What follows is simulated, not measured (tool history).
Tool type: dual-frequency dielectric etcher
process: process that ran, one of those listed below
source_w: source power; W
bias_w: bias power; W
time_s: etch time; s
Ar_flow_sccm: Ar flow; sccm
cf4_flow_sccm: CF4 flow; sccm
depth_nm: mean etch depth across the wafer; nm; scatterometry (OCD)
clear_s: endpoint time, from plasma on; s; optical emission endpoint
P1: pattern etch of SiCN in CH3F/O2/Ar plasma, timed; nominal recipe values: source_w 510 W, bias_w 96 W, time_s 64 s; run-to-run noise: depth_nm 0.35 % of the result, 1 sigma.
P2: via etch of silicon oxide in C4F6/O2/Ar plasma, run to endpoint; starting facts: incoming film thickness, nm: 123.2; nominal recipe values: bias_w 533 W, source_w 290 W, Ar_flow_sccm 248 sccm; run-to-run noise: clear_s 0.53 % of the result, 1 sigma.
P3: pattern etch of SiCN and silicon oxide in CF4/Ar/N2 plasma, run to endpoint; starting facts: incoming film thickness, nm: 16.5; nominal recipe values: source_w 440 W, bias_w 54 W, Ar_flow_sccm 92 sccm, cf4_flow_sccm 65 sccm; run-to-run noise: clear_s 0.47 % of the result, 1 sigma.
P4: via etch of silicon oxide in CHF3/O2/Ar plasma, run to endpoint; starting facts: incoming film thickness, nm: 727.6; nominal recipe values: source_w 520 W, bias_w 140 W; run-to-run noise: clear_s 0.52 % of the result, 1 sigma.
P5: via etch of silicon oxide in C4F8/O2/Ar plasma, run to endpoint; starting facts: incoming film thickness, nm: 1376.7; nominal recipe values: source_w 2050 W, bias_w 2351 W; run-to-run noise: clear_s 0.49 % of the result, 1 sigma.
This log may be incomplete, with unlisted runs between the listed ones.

run,hour,process,source_w,bias_w,time_s,Ar_flow_sccm,cf4_flow_sccm,hours since the last wet clean,hours since the last source power generator calibration,hours since the last bias power generator calibration,depth_nm,clear_s
1,13.5,P1,510,96,64,,,371.3,460.6,1953.5,29.458,
2,24.2,P1,510,96,64,,,382,471.3,1964.2,29.627,
3,35.6,P1,700,96,64,,,393.4,482.7,1975.6,33.239,
4,45.1,P3,320,54,,92,65,402.9,492.2,1985.1,,27.637
5,53.2,P1,510,96,64,,,411,500.3,1993.2,29.571,
6,64.2,P1,510,96,47.5,,,422,511.3,2004.2,21.957,
7,76.3,P1,650,96,84,,,434.1,523.4,2016.3,42.518,
8,90.4,P3,440,54,,92,82,448.2,537.5,2030.4,,20.1
9,99.8,P1,310,96,80,,,457.6,546.9,2039.8,30.551,
10,108.8,P2,290,533,,311,,466.6,555.9,2048.8,,30.58
11,125.3,P1,510,96,64,,,483.1,572.4,2065.3,29.485,
12,141.3,P1,510,96,64,,,499.1,588.4,2081.3,29.387,
13,155.8,P3,440,34,,92,65,513.6,602.9,2095.8,,23.756
14,171.3,P1,510,132,64,,,529.1,618.4,2111.3,33.281,
15,186.8,P2,370,533,,248,,544.6,633.9,2126.8,,27.201
16,197.7,P2,290,533,,248,,555.5,644.8,2137.7,,29.596
17,212.7,P4,520,140,,,,570.5,659.8,2152.7,,424.44
# hour 225.9: source power generator calibrated
18,227.1,P5,2440,2351,,,,584.9,1.3,2167.1,,242.01
19,243.6,P2,290,751,,248,,601.4,17.8,2183.6,,26.096
20,255.2,P1,510,96,80.5,,,613,29.4,2195.2,37.098,
21,269.8,P1,510,78,64,,,627.6,44,2209.8,27.489,
22,278,P1,380,96,64,,,635.8,52.2,2218,26.422,
23,286.6,P4,520,140,,,,644.4,60.8,2226.6,,423.29
24,302.2,P4,520,169,,,,660,76.4,2242.2,,401.14
25,312.6,P5,2050,2351,,,,670.4,86.8,2252.6,,257.92
26,323.5,P4,330,140,,,,681.3,97.7,2263.5,,505.56
27,339.1,P3,440,54,,69,65,696.9,113.3,2279.1,,19.828
28,348.4,P5,2050,2351,,,,706.2,122.6,2288.4,,262.01
29,358.9,P3,440,54,,92,65,716.7,133.1,2298.9,,20.802
30,369.9,P2,290,533,,248,,727.7,144.1,2309.9,,29.458
31,386.1,P3,440,54,,92,65,743.9,160.3,2326.1,,20.747
32,398.7,P5,2050,1757,,,,756.5,172.9,2338.7,,283.71
33,414.3,P1,510,96,64,,,772.1,188.5,2354.3,29.541,
34,428.6,P1,510,96,64,,,786.4,202.8,2368.6,29.354,
35,441,P1,510,96,64,,,798.8,215.2,2381,29.172,
# hour 457.4: wet clean of the chamber
36,457.6,P1,510,96,64,,,0.2,231.8,2397.6,29.223,
37,467.9,P1,510,96,64,,,10.5,242.1,2407.9,29.084,
38,477.1,P1,510,96,64,,,19.7,251.3,2417.1,28.924,
39,486.5,P1,510,96,64,,,29.1,260.7,2426.5,28.958,
40,501.1,P1,510,96,64,,,43.7,275.3,2441.1,28.896,
41,509.2,P1,510,96,64,,,51.8,283.4,2449.2,28.752,
42,524,P1,510,96,64,,,66.6,298.2,2464,29.026,

P1 has crept away from where it was. The log is fitted equally well by each of these 2 causes, at the sizes shown:
A: bias power that arrives under what is set, % = 4.73
B: source power that arrives under what is set, % = 4.67
The onset of the drift is placed at about hour 414.3.
Other possible causes, and why each is ruled out:
chamber walls in a state that lowers the etch rate, %: was serviced at hour 457.4, once the creep was under way, yet the earlier output never came back

4 check runs are offered, each on 2 wafers whose results are averaged, their results left as question marks. Which one tells the causes apart?
check 1,538.8,P2,290,699,,306,,,,,,?
check 2,538.8,P3,440,37,,92,65,,,,,?
check 3,538.8,P4,360,140,,,,,,,,?
check 4,538.8,P5,2050,1992,,,,,,,,?

What every check run would give for each of its results, assuming each possible cause in turn:
check,result,if A,if B
check 1,clear_s,27.898,27.847
check 2,clear_s,23.552,24.254
check 3,clear_s,500.07,501.27
check 4,clear_s,277.15,278.64
Gap, in per cent, between the two causes that each check separates least, read from the result that separates them most: check 1 0.18 %; check 2 2.94 %; check 3 0.24 %; check 4 0.54 %
Only in check 2 would the causes give clearly different results; in the remaining checks their results would be nearly the same.

Check 2 was carried out, with these results: clear_s 23.539 s. Which of the listed causes is responsible?

A is the cause: bias power that arrives under what is set, %.
